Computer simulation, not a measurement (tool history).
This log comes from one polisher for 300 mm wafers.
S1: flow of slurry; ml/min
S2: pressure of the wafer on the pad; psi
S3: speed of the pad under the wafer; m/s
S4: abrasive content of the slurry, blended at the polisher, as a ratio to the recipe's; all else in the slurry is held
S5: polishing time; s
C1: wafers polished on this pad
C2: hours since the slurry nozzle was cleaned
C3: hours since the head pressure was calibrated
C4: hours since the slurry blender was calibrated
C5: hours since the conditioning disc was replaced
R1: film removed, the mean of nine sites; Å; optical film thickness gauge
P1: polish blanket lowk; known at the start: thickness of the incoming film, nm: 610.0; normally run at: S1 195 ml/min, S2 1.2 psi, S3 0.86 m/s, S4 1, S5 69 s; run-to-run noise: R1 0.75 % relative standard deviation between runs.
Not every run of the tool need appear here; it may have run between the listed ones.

run,hour,S1,S2,S3,S4,S5,C1,C2,C3,C4,C5,R1
1,6.5,195,1.2,0.86,1,69,296,456.6,456.9,245,84.9,150.93
2,11.1,195,1.8,0.86,1,69,359,461.2,461.5,249.6,89.5,226.08
3,16.4,305,1.2,0.86,1,69,432,466.5,466.8,254.9,94.8,159.18
# hour 22.2: slurry blender recalibrated
4,24.9,195,1.2,0.86,1,36,549,475,475.3,2.8,103.3,78.495
5,31.6,195,1.2,0.86,1,69,641,481.7,482,9.5,110,151.75
6,37.4,195,1.2,0.86,1,98,721,487.5,487.8,15.3,115.8,211.17
7,46.4,195,1.2,0.86,1,69,845,496.5,496.8,24.3,124.8,151.07
8,55.6,195,0.6,0.86,1,69,972,505.7,506,33.5,134,75.1
9,63.7,195,1.2,0.56,1,69,1083,513.8,514.1,41.6,142.1,107.39
10,68.1,130,1.2,0.86,1,34,1144,518.2,518.5,46,146.5,69.193
11,74.2,115,1.2,0.86,0.7,69,1228,524.3,524.6,52.1,152.6,115.59
12,80.7,195,0.9,0.86,1,52,1317,530.8,531.1,58.6,159.1,85.748
13,89.2,115,1.2,0.86,1,69,1434,539.3,539.6,67.1,167.6,137.08
14,93.4,195,1.2,0.86,1,69,1492,543.5,543.8,71.3,171.8,149.36
15,101.9,195,1.2,1.22,1,69,1609,552,552.3,79.8,180.3,197.09
16,109.3,195,1.2,0.86,1,69,1710,559.4,559.7,87.2,187.7,150.95
# hour 114.7: head pressure recalibrated
17,118.2,195,1.2,0.86,0.6,69,1833,568.3,3.6,96.1,196.6,114.51
18,123.4,195,1.2,0.86,1.45,69,1904,573.5,8.8,101.3,201.8,177.87
19,129,195,1.2,0.86,1,69,1981,579.1,14.4,106.9,207.4,148.98
20,136.3,195,1.2,0.86,1,69,2082,586.4,21.7,114.2,214.7,150.2
21,144.6,195,1.2,0.86,1,69,2196,594.7,30,122.5,223,144.02
22,149.2,195,1.2,0.86,1,69,2259,599.3,34.6,127.1,227.6,139.69
23,154.2,195,1.2,0.86,1,69,2328,604.3,39.6,132.1,232.6,136.12
# hour 156.2: conditioning disc replaced and pad reconditioned
24,161.2,195,1.2,0.86,1,69,2424,611.3,46.6,139.1,5.1,134.26
25,167,195,1.2,0.86,1,69,2504,617.1,52.4,144.9,10.9,133.1
# hour 173.9: head pressure recalibrated
# hour 174.9: slurry nozzle cleaned
26,174.9,195,1.2,0.86,1,69,2613,0.1,1.1,152.8,18.8,132.1
27,183.5,195,1.2,0.86,1,69,2731,8.7,9.7,161.4,27.4,131.93
28,188.1,195,1.2,0.86,1,69,2794,13.3,14.3,166,32,134.75

Compared with where it was, what P1 gives has crept away. Each cause listed below fits the log as well as the rest, at the size given for it:
A: abrasive missing from the slurry, % = 23.3
B: removal rate lost through wear of the pad, % = 12.1
At approximately hour 136.3, the process output began to creep.
Every other cause this tool's parts could produce, and why it does not fit the log:
slurry flow missing at the pad, %: maintenance at hour 174.9, after the shift began, did not return the process to its former output
head's pressure below its setpoint, %: maintenance at hour 173.9, after the shift began, did not return the process to its former output
time polished since the conditioner stopped cutting, s: maintenance at hour 156.2, after the shift began, did not return the process to its former output

Below are 4 check runs, each averaged over 5 wafers, with their results shown as question marks. Which of them would give clearly different results depending on which cause is behind the drift?
check 1,192.7,285,1.2,0.86,1.45,69,,,,,,?
check 2,192.7,245,1.2,0.86,1,45,,,,,,?
check 3,192.7,295,1.8,0.86,1,69,,,,,,?
check 4,192.7,115,0.6,0.86,1,69,,,,,,?

What every check run would give for each of its results, assuming each possible cause in turn:
check,result,if A,if B
check 1,R1,164.65,160.77
check 2,R1,88.661,88.694
check 3,R1,207.72,207.79
check 4,R1,60.331,60.353
Per-check spread between the two closest causes, in the result where they differ most: check 1 2.38 %; check 2 0.04 %; check 3 0.04 %; check 4 0.04 %
The causes can be told apart only by check 1. The other checks would give nearly the same results under each of them.

After running check 1, the following was obtained: R1 164.89 Å. Which cause does this point to?

The cause is A: abrasive missing from the slurry, %.
